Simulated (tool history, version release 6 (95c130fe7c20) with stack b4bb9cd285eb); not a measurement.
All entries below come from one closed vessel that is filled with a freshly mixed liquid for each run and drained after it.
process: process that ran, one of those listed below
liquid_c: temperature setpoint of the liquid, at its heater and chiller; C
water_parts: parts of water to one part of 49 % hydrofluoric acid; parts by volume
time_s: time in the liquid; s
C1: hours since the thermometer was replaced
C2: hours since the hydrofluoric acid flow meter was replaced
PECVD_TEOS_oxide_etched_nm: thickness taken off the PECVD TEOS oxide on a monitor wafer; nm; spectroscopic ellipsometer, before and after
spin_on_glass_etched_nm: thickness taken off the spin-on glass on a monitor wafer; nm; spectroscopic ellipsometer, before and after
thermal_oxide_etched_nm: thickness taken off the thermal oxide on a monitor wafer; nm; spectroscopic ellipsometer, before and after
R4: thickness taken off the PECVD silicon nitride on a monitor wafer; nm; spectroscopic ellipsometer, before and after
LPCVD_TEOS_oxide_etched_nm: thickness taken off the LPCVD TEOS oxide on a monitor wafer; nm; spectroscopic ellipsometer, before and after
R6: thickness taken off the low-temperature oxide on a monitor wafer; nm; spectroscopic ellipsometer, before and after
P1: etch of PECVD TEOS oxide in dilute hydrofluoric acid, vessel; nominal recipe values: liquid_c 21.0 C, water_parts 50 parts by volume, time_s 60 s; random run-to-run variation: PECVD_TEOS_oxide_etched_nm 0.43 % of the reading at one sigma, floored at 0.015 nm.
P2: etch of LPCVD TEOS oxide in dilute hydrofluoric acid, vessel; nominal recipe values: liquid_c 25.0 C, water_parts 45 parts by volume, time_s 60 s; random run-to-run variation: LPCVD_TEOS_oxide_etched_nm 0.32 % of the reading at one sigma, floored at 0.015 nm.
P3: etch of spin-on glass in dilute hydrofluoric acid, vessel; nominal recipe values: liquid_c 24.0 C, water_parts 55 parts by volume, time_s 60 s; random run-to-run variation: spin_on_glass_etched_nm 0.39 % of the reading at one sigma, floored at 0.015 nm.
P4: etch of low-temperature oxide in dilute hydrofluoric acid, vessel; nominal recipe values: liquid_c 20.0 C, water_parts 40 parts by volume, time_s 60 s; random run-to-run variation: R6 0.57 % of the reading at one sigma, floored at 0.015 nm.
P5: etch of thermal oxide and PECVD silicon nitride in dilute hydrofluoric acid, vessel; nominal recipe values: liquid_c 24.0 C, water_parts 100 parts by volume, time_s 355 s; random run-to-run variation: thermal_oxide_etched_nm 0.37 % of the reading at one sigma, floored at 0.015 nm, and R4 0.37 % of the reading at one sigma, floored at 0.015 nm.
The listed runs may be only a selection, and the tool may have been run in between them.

{"run": 1, "day": 0.267, "process": "P1", "liquid_c": 21.0, "water_parts": 50, "time_s": 60, "C1": 227.7, "C2": 1095.2, "PECVD_TEOS_oxide_etched_nm": 23.228}
{"run": 2, "day": 0.7, "process": "P1", "liquid_c": 21.0, "water_parts": 50, "time_s": 100, "C1": 238.1, "C2": 1105.6, "PECVD_TEOS_oxide_etched_nm": 38.633}
{"run": 3, "day": 1.212, "process": "P3", "liquid_c": 24.0, "water_parts": 55, "time_s": 60, "C1": 250.4, "C2": 1117.9, "spin_on_glass_etched_nm": 50.706}
{"run": 4, "day": 1.579, "process": "P5", "liquid_c": 24.0, "water_parts": 100, "time_s": 355, "C1": 259.2, "C2": 1126.7, "thermal_oxide_etched_nm": 14.376, "R4": 8.9314}
{"run": 5, "day": 1.996, "process": "P1", "liquid_c": 28.0, "water_parts": 50, "time_s": 30, "C1": 269.2, "C2": 1136.7, "PECVD_TEOS_oxide_etched_nm": 15.531}
{"run": 6, "day": 2.379, "process": "P5", "liquid_c": 24.0, "water_parts": 25, "time_s": 355, "C1": 278.4, "C2": 1145.9, "thermal_oxide_etched_nm": 63.274, "R4": 34.425}
{"run": 7, "day": 2.746, "process": "P5", "liquid_c": 24.0, "water_parts": 100, "time_s": 355, "C1": 287.2, "C2": 1154.7, "thermal_oxide_etched_nm": 14.326, "R4": 8.8428}
{"run": 8, "day": 3.15, "process": "P5", "liquid_c": 24.0, "water_parts": 100, "time_s": 550, "C1": 296.9, "C2": 1164.4, "thermal_oxide_etched_nm": 22.194, "R4": 13.805}
{"run": 9, "day": 3.546, "process": "P2", "liquid_c": 25.0, "water_parts": 45, "time_s": 60, "C1": 306.4, "C2": 1173.9, "LPCVD_TEOS_oxide_etched_nm": 24.826}
{"run": 10, "day": 3.833, "process": "P1", "liquid_c": 21.0, "water_parts": 20, "time_s": 60, "C1": 313.3, "C2": 1180.8, "PECVD_TEOS_oxide_etched_nm": 59.984}
{"run": 11, "day": 4.142, "process": "P4", "liquid_c": 20.0, "water_parts": 40, "time_s": 60, "C1": 320.7, "C2": 1188.2, "R6": 20.564}
{"run": 12, "day": 4.508, "process": "P1", "liquid_c": 21.0, "water_parts": 85, "time_s": 60, "C1": 329.5, "C2": 1197.0, "PECVD_TEOS_oxide_etched_nm": 13.041}
{"run": 13, "day": 4.988, "process": "P4", "liquid_c": 26.0, "water_parts": 40, "time_s": 60, "C1": 341.0, "C2": 1208.5, "R6": 26.708}
{"run": 14, "day": 5.304, "process": "P3", "liquid_c": 24.0, "water_parts": 100, "time_s": 60, "C1": 348.6, "C2": 1216.1, "spin_on_glass_etched_nm": 26.385}
{"run": 15, "day": 5.612, "process": "P3", "liquid_c": 24.0, "water_parts": 55, "time_s": 60, "C1": 356.0, "C2": 1223.5, "spin_on_glass_etched_nm": 50.436}
{"run": 16, "day": 5.983, "process": "P1", "liquid_c": 21.0, "water_parts": 50, "time_s": 60, "C1": 364.9, "C2": 1232.4, "PECVD_TEOS_oxide_etched_nm": 23.106}
{"run": 17, "day": 6.454, "process": "P3", "liquid_c": 17.0, "water_parts": 55, "time_s": 60, "C1": 376.2, "C2": 1243.7, "spin_on_glass_etched_nm": 37.708}
{"run": 18, "day": 6.962, "process": "P1", "liquid_c": 21.0, "water_parts": 50, "time_s": 60, "C1": 388.4, "C2": 1255.9, "PECVD_TEOS_oxide_etched_nm": 23.219}
{"run": 19, "day": 7.442, "process": "P1", "liquid_c": 21.0, "water_parts": 50, "time_s": 30, "C1": 399.9, "C2": 1267.4, "PECVD_TEOS_oxide_etched_nm": 11.593}
{"run": 20, "day": 7.821, "process": "P4", "liquid_c": 20.0, "water_parts": 40, "time_s": 30, "C1": 409.0, "C2": 1276.5, "R6": 10.27}
{"run": 21, "day": 8.092, "process": "P2", "liquid_c": 25.0, "water_parts": 45, "time_s": 110, "C1": 415.5, "C2": 1283.0, "LPCVD_TEOS_oxide_etched_nm": 45.449}
{"run": 22, "day": 8.596, "process": "P4", "liquid_c": 20.0, "water_parts": 60, "time_s": 60, "C1": 427.6, "C2": 1295.1, "R6": 13.367}
{"run": 23, "day": 9.171, "process": "P1", "liquid_c": 17.0, "water_parts": 50, "time_s": 60, "C1": 441.4, "C2": 1308.9, "PECVD_TEOS_oxide_etched_nm": 19.594}
{"run": 24, "day": 9.742, "process": "P1", "liquid_c": 29.0, "water_parts": 50, "time_s": 60, "C1": 455.1, "C2": 1322.6, "PECVD_TEOS_oxide_etched_nm": 31.853}
{"run": 25, "day": 10.254, "process": "P2", "liquid_c": 19.5, "water_parts": 45, "time_s": 60, "C1": 467.4, "C2": 1334.9, "LPCVD_TEOS_oxide_etched_nm": 19.806}
{"run": 26, "day": 10.571, "process": "P1", "liquid_c": 21.0, "water_parts": 50, "time_s": 60, "C1": 475.0, "C2": 1342.5, "PECVD_TEOS_oxide_etched_nm": 23.085}
{"run": 27, "day": 10.925, "process": "P2", "liquid_c": 25.0, "water_parts": 25, "time_s": 60, "C1": 483.5, "C2": 1351.0, "LPCVD_TEOS_oxide_etched_nm": 45.947}
{"run": 28, "day": 11.354, "process": "P1", "liquid_c": 17.5, "water_parts": 85, "time_s": 60, "C1": 493.8, "C2": 1361.3, "PECVD_TEOS_oxide_etched_nm": 11.314}
{"run": 29, "day": 11.858, "process": "P1", "liquid_c": 27.0, "water_parts": 50, "time_s": 30, "C1": 505.9, "C2": 1373.4, "PECVD_TEOS_oxide_etched_nm": 14.866}
{"run": 30, "day": 12.396, "process": "P1", "liquid_c": 21.0, "water_parts": 50, "time_s": 60, "C1": 518.8, "C2": 1386.3, "PECVD_TEOS_oxide_etched_nm": 23.17}
{"run": 31, "day": 12.821, "process": "P5", "liquid_c": 17.0, "water_parts": 100, "time_s": 355, "C1": 529.0, "C2": 1396.5, "thermal_oxide_etched_nm": 10.836, "R4": 5.5094}
{"run": 32, "day": 13.196, "process": "P3", "liquid_c": 24.0, "water_parts": 55, "time_s": 30, "C1": 538.0, "C2": 1405.5, "spin_on_glass_etched_nm": 25.286}
{"run": 33, "day": 13.783, "process": "P1", "liquid_c": 21.0, "water_parts": 50, "time_s": 60, "C1": 552.1, "C2": 1419.6, "PECVD_TEOS_oxide_etched_nm": 23.046}
{"run": 34, "day": 14.283, "process": "P1", "liquid_c": 21.0, "water_parts": 50, "time_s": 60, "C1": 564.1, "C2": 1431.6, "PECVD_TEOS_oxide_etched_nm": 22.379}
{"run": 35, "day": 14.854, "process": "P1", "liquid_c": 21.0, "water_parts": 50, "time_s": 60, "C1": 577.8, "C2": 1445.3, "PECVD_TEOS_oxide_etched_nm": 21.72}
{"run": 36, "day": 15.112, "process": "P1", "liquid_c": 21.0, "water_parts": 50, "time_s": 60, "C1": 584.0, "C2": 1451.5, "PECVD_TEOS_oxide_etched_nm": 21.926}

Predict the results of run 37:
{"run": 37, "day": 15.392, "process": "P1", "liquid_c": 21.0, "water_parts": 50, "time_s": 60, "C1": 590.7, "C2": 1458.2, "PECVD_TEOS_oxide_etched_nm": "?"}

PECVD_TEOS_oxide_etched_nm: 21.579 nm
